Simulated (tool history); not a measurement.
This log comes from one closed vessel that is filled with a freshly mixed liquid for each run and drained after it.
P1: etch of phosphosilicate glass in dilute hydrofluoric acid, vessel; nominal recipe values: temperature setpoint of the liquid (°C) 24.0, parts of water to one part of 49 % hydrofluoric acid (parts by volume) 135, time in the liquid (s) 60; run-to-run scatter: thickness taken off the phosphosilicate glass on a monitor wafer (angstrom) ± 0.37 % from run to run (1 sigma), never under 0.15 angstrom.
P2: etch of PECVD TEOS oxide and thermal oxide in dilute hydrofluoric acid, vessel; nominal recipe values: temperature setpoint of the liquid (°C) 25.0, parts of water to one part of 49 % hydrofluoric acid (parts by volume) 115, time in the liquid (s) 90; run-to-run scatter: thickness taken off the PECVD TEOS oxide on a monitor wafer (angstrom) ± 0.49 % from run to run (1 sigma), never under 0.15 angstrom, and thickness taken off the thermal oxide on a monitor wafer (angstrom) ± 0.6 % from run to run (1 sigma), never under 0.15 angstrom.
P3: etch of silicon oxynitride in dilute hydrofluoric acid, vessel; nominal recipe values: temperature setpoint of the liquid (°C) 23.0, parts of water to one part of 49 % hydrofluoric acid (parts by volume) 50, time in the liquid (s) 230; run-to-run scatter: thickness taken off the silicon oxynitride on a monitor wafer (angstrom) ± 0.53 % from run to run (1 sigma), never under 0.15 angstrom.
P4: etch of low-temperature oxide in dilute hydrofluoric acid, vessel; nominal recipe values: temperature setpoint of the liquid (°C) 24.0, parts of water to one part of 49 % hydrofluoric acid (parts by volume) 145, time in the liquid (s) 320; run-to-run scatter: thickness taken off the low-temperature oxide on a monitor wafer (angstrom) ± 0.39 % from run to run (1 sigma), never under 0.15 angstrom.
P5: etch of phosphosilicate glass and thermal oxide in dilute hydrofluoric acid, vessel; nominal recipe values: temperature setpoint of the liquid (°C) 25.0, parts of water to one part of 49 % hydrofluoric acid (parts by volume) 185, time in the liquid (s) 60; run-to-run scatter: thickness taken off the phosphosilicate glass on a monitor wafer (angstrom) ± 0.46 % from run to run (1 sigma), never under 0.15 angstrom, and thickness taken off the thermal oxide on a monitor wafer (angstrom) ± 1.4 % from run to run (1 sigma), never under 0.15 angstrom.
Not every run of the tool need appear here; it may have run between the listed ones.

| run | hour | process that ran | temperature setpoint of the liquid (°C) | parts of water to one part of 49 % hydrofluoric acid (parts by volume) | time in the liquid (s) | thickness taken off the phosphosilicate glass on a monitor wafer (angstrom) | thickness taken off the PECVD TEOS oxide on a monitor wafer (angstrom) | thickness taken off the thermal oxide on a monitor wafer (angstrom) | thickness taken off the low-temperature oxide on a monitor wafer (angstrom) | thickness taken off the silicon oxynitride on a monitor wafer (angstrom) |
|---|---|---|---|---|---|---|---|---|---|---|
| 1 | 6.1 | P1 | 24.0 | 135 | 60 | 366.77 |  |  |  |  |
| 2 | 11.5 | P2 | 25.0 | 115 | 90 |  | 133.710 | 38.4800 |  |  |
| 3 | 16.8 | P2 | 18.0 | 115 | 90 |  | 101.150 | 29.3250 |  |  |
| 4 | 22.5 | P4 | 24.0 | 145 | 140 |  |  |  | 167.35 |  |
| 5 | 27.8 | P1 | 20.5 | 135 | 60 | 321.13 |  |  |  |  |
| 6 | 35.0 | P1 | 24.0 | 135 | 60 | 368.17 |  |  |  |  |
| 7 | 45.1 | P1 | 24.0 | 135 | 60 | 370.81 |  |  |  |  |
| 8 | 51.9 | P2 | 25.0 | 60 | 90 |  | 275.990 | 79.7450 |  |  |
| 9 | 60.8 | P5 | 25.0 | 40 | 60 | 2924.20 |  | 80.1330 |  |  |
| 10 | 71.1 | P5 | 25.0 | 185 | 30 | 263.70 |  | 7.1868 |  |  |
| 11 | 80.2 | P3 | 23.0 | 80 | 230 |  |  |  |  | 41.299 |
| 12 | 87.7 | P1 | 24.0 | 135 | 100 | 615.89 |  |  |  |  |
| 13 | 93.6 | P5 | 25.0 | 185 | 60 | 526.95 |  | 13.5930 |  |  |
| 14 | 101.9 | P1 | 27.5 | 135 | 60 | 421.92 |  |  |  |  |
| 15 | 112.3 | P1 | 19.5 | 135 | 95 | 489.73 |  |  |  |  |
| 16 | 119.3 | P1 | 24.0 | 135 | 60 | 370.14 |  |  |  |  |
| 17 | 130.5 | P3 | 23.0 | 50 | 100 |  |  |  |  | 29.939 |
| 18 | 141.3 | P1 | 24.0 | 135 | 60 | 368.84 |  |  |  |  |
| 19 | 149.2 | P1 | 24.0 | 135 | 30 | 184.41 |  |  |  |  |
| 20 | 158.3 | P4 | 24.0 | 145 | 320 |  |  |  | 382.12 |  |
| 21 | 165.1 | P4 | 24.0 | 90 | 320 |  |  |  | 653.56 |  |
| 22 | 174.2 | P4 | 19.5 | 145 | 320 |  |  |  | 320.18 |  |
| 23 | 180.6 | P2 | 25.0 | 115 | 40 |  | 60.058 | 17.5840 |  |  |
| 24 | 186.4 | P3 | 18.5 | 50 | 230 |  |  |  |  | 54.629 |
| 25 | 196.2 | P2 | 25.0 | 115 | 90 |  | 134.800 | 38.4350 |  |  |
| 26 | 204.5 | P1 | 24.0 | 220 | 60 | 207.28 |  |  |  |  |
| 27 | 215.6 | P1 | 24.0 | 25 | 60 | 2287.80 |  |  |  |  |
| 28 | 223.4 | P5 | 32.0 | 185 | 60 | 675.30 |  | 18.0720 |  |  |
| 29 | 233.0 | P3 | 23.0 | 50 | 230 |  |  |  |  | 68.040 |
| 30 | 242.0 | P1 | 24.0 | 135 | 60 | 368.73 |  |  |  |  |
| 31 | 252.4 | P1 | 24.0 | 135 | 60 | 378.61 |  |  |  |  |
| 32 | 263.2 | P1 | 24.0 | 135 | 60 | 388.70 |  |  |  |  |
| 33 | 268.2 | P1 | 24.0 | 135 | 60 | 391.76 |  |  |  |  |
| 34 | 274.6 | P1 | 24.0 | 135 | 60 | 393.77 |  |  |  |  |
| 35 | 280.6 | P1 | 24.0 | 135 | 60 | 393.82 |  |  |  |  |
| 36 | 287.7 | P1 | 24.0 | 135 | 60 | 398.38 |  |  |  |  |
| 37 | 298.5 | P1 | 24.0 | 135 | 60 | 396.94 |  |  |  |  |
| 38 | 304.1 | P1 | 24.0 | 135 | 60 | 399.88 |  |  |  |  |
| 39 | 309.8 | P1 | 24.0 | 135 | 60 | 400.54 |  |  |  |  |
| 40 | 318.1 | P1 | 24.0 | 135 | 60 | 401.62 |  |  |  |  |
| 41 | 329.1 | P1 | 24.0 | 135 | 60 | 400.70 |  |  |  |  |

What P1 gives has crept away from where it was. These 2 causes fit the log equally well, each at the size given:
A: liquid hotter than its thermometer reads (K) = 2.13
B: hydrofluoric acid flow above the setpoint (%) = 7.31
The onset of the drift is placed at about hour 242.0.

Which of the check runs below tells the causes apart, meaning the causes would give it clearly different results? Each run uses 2 wafers whose results are averaged, and each result is shown as a question mark.
| check 1 | 340.1 | P5 | 25.0 | 185 | 60 | ? |  | ? |  |  |
| check 2 | 340.1 | P3 | 23.0 | 50 | 230 |  |  |  |  | ? |
| check 3 | 340.1 | P4 | 24.0 | 145 | 320 |  |  |  | ? |  |
| check 4 | 340.1 | P2 | 25.0 | 115 | 90 |  | ? | ? |  |  |

If the cause were each of the candidates in turn, the checks would give the following:
| check | result | if A | if B |
|---|---|---|---|
| check 1 | thickness taken off the phosphosilicate glass on a monitor wafer (angstrom) | 572.24 | 576.26 |
| check 1 | thickness taken off the thermal oxide on a monitor wafer (angstrom) | 15.5040 | 15.6130 |
| check 2 | thickness taken off the silicon oxynitride on a monitor wafer (angstrom) | 75.754 | 73.473 |
| check 3 | thickness taken off the low-temperature oxide on a monitor wafer (angstrom) | 414.29 | 414.78 |
| check 4 | thickness taken off the PECVD TEOS oxide on a monitor wafer (angstrom) | 145.710 | 145.470 |
| check 4 | thickness taken off the thermal oxide on a monitor wafer (angstrom) | 42.0490 | 41.9790 |
Per-check spread between the two closest causes, in the result where they differ most: check 1 0.7 %; check 2 3.06 %; check 3 0.12 %; check 4 0.17 %
Only in check 2 would the causes give clearly different results; in the remaining checks their results would be nearly the same.

Check 2 was then run and gave: thickness taken off the silicon oxynitride on a monitor wafer (angstrom) 75.723. Which cause is it?

The correct cause is A, namely: liquid hotter than its thermometer reads (K).

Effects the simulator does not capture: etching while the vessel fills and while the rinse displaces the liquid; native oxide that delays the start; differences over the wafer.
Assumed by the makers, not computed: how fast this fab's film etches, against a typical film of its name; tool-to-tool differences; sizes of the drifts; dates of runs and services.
